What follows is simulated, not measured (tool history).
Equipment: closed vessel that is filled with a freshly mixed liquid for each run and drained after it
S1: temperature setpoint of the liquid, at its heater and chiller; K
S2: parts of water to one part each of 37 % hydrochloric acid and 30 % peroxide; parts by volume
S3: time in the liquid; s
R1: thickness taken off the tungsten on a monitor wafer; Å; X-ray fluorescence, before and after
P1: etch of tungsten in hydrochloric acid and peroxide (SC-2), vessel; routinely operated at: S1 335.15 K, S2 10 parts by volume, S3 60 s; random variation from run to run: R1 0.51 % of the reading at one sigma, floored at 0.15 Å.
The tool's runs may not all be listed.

| run | day | S1 | S2 | S3 | R1 |
|---|---|---|---|---|---|
| 1 | 0.633 | 335.15 | 10 | 60 | 347.62 |
| 2 | 1.088 | 335.15 | 16.5 | 60 | 223.48 |
| 3 | 1.662 | 335.15 | 10 | 30 | 175.15 |
| 4 | 2.304 | 335.15 | 10 | 60 | 349.31 |
| 5 | 2.658 | 335.15 | 4 | 60 | 698.59 |
| 6 | 3.342 | 335.15 | 10 | 60 | 352.89 |
| 7 | 3.846 | 345.15 | 10 | 60 | 636.12 |
| 8 | 4.246 | 345.15 | 10 | 115 | 1213.7 |
| 9 | 4.879 | 335.15 | 10 | 60 | 346.61 |
| 10 | 5.288 | 335.15 | 10 | 115 | 669.25 |
| 11 | 5.725 | 321.65 | 10 | 60 | 144.75 |
| 12 | 6.488 | 335.15 | 10 | 60 | 348.39 |
| 13 | 6.862 | 335.15 | 10 | 60 | 358.1 |
| 14 | 7.288 | 335.15 | 10 | 60 | 370.39 |
| 15 | 7.9 | 335.15 | 10 | 60 | 372.98 |
| 16 | 8.292 | 335.15 | 10 | 60 | 378.26 |
| 17 | 9.021 | 335.15 | 10 | 60 | 381.44 |
| 18 | 9.575 | 335.15 | 10 | 60 | 380.6 |
| 19 | 10.071 | 335.15 | 10 | 60 | 383.2 |

P1 no longer gives what it gave before; its output has crept away from where it was. The following 2 causes, each at its listed size, fit the log equally well:
A: chemicals flow above the setpoint (%) = 11.6
B: liquid hotter than its thermometer reads (K) = 1.48
The onset of the drift is placed at about day 6.488.
Other possible causes, and why each is ruled out:
peroxide weaker than its label (%): at its largest 8, which would move R1 by -7.4 %, too little to match the creep or of the wrong sign

You are offered 4 check runs, listed below with question marks in place of their results; each one averages 3 wafers. Which run separates the listed causes by giving clearly different results for each?
| check 1 | 10.567 | 345.15 | 10 | 60 | ? |
| check 2 | 10.567 | 327.15 | 10 | 105 | ? |
| check 3 | 10.567 | 328.15 | 4 | 60 | ? |
| check 4 | 10.567 | 335.15 | 15 | 35 | ? |

What each check would give under each cause:
| check | result | if A | if B |
|---|---|---|---|
| check 1 | R1 | 695.28 | 692.2 |
| check 2 | R1 | 401.01 | 403.14 |
| check 3 | R1 | 479.95 | 491.32 |
| check 4 | R1 | 157.7 | 156.94 |
Minimum pairwise separation of causes per check, each pair taken at its best-separating result: check 1 0.44 %; check 2 0.53 %; check 3 2.34 %; check 4 0.48 %
The causes can be told apart only by check 3. The other checks would give nearly the same results under each of them.

With check 3 done, the readings were: R1 480.42 Å. Identify which of the listed causes applies.

It is A: chemicals flow above the setpoint (%).

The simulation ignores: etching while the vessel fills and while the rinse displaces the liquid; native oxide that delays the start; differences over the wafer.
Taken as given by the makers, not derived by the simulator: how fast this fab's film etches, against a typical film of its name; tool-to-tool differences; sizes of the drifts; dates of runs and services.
